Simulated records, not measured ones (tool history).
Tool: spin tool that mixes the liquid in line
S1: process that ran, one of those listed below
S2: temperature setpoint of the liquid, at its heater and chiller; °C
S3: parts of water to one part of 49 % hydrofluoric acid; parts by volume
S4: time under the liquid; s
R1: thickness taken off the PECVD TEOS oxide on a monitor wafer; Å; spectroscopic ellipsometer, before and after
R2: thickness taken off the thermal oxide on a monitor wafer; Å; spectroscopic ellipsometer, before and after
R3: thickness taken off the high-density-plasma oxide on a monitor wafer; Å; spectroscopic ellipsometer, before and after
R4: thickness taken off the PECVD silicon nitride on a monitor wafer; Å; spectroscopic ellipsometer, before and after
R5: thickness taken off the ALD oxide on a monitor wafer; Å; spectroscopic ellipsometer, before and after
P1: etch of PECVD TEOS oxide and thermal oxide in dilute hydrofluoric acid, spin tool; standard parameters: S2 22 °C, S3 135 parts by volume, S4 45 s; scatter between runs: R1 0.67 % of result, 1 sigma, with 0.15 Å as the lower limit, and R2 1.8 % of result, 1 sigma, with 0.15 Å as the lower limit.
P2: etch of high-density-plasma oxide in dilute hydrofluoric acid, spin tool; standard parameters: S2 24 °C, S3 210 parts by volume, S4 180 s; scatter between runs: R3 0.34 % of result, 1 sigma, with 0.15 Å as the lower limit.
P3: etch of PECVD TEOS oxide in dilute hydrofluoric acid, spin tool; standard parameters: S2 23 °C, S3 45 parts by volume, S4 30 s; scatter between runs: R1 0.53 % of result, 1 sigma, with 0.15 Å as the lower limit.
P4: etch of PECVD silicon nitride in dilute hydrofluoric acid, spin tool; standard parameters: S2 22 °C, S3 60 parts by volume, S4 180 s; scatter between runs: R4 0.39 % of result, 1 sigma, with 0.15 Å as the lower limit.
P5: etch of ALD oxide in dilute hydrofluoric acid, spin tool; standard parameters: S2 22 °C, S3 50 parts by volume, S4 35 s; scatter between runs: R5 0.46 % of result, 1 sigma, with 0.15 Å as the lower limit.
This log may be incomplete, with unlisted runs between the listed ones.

run   hour  S1    S2   S3   S4      R1      R2      R3      R4      R5
  1    9.9  P1    22  135   45   45.55  13.048
  2   18.8  P1  29.5  210   45  35.833  10.867
  3   26.1  P1    27  135   75  91.375  27.778
  4   35.4  P2    20  210  180                  56.721
  5   41.5  P1    22  135   75  75.222  22.484
  6   48.3  P1    22  135   45  45.722  13.509
  7   54.8  P4    27   60  180                          121.97
  8   59.7  P2    24  210  180                  65.088
  9   65.5  P3    23   45   30   138.2
 10   72.8  P2    24  210  180                  65.636
 11   80.3  P5    22   90   35                                  122.25
 12   88.9  P4    22  110  180                          48.021
 13   97.6  P1    22  200   45  28.573  8.6842
 14  105.4  P1  27.5  135   45  56.833  17.081
 15  110.3  P2    24   95  180                  164.37
 16  114.9  P5    22   50   65                                  422.79
 17    125  P1    22   20   45  352.88  105.12
 18  134.1  P3    23   70   30  86.649
 19  142.5  P1    22  135   45  45.305  13.801
 20  152.6  P1    22  135   45  45.522  13.718
 21  161.5  P5    22   50   35                                  231.22
 22  166.8  P3    23   45   50  230.39
 23  173.2  P1    17  135   45  37.467  10.984
 24  179.5  P3  30.5   45   30  187.88
 25  185.2  P1    22  135   45  45.085  13.137
 26  190.9  P1    22  135   45  45.754  13.592
 27    197  P5    26   50   35                                  272.46
 28  202.3  P1  29.5  235   45  31.208  9.0392
 29  212.2  P1    22  135   15  15.286  4.5221
 30    219  P4    22   60  305                          148.46
 31  225.3  P4    22   60  180                          87.591
 32    233  P3    23   45   30  139.46
 33  239.6  P1    22  135   45  45.083   13.66
 34  246.9  P2    24  210   65                  23.522
 35  256.5  P1    22  135   45  45.027  14.363
 36  263.6  P1    22  135   45  46.581  13.434
 37    272  P1    22  135   45  47.931  14.686
 38  280.8  P1    22  135   45  47.982  14.497
 39  289.9  P1    22  135   45  48.401  14.792
 40  299.2  P1    22  135   45  48.565  14.938
 41    307  P1    22  135   45  48.828  14.737
 42  314.7  P1    22  135   45  48.796  14.367
 43    322  P1    22  135   45  49.585  14.315
 44  330.7  P1    22  135   45  49.132  15.354
 45  335.4  P1    22  135   45  49.509  14.981
 46  343.7  P1    22  135   45  49.292  14.986

Something has made what P1 gives creep away from where it was; the 2 causes below, each at its own stated size, fit the log equally well:
A: liquid hotter than its thermometer reads (K) = 2.07
B: hydrofluoric acid flow above the setpoint (%) = 7.28
The onset of the drift is placed at about hour 256.5.

Each of the 4 check runs below uses one wafer; its results are left as question marks. Which run tells the causes apart?
check 1   352  P5  22   50   65                   ?
check 2   352  P2  24  135   70           ?
check 3   352  P3  29   65   30   ?
check 4   352  P4  22  100  250               ?

Outcome of each check run for each possible cause:
  check  result    if A    if B
check 1      R5  466.81  461.54
check 2      R3  46.678  46.765
check 3      R1     129  128.57
check 4      R4  84.532  78.937
Minimum pairwise separation of causes per check, each pair taken at its best-separating result: check 1 1.13 %; check 2 0.19 %; check 3 0.33 %; check 4 6.85 %
Check 4 distinguishes between the causes, while the remaining checks would return nearly the same result for all of them.

With check 4 done, the readings were: R4 78.542 Å. Identify which of the listed causes applies.

It is B: hydrofluoric acid flow above the setpoint (%).
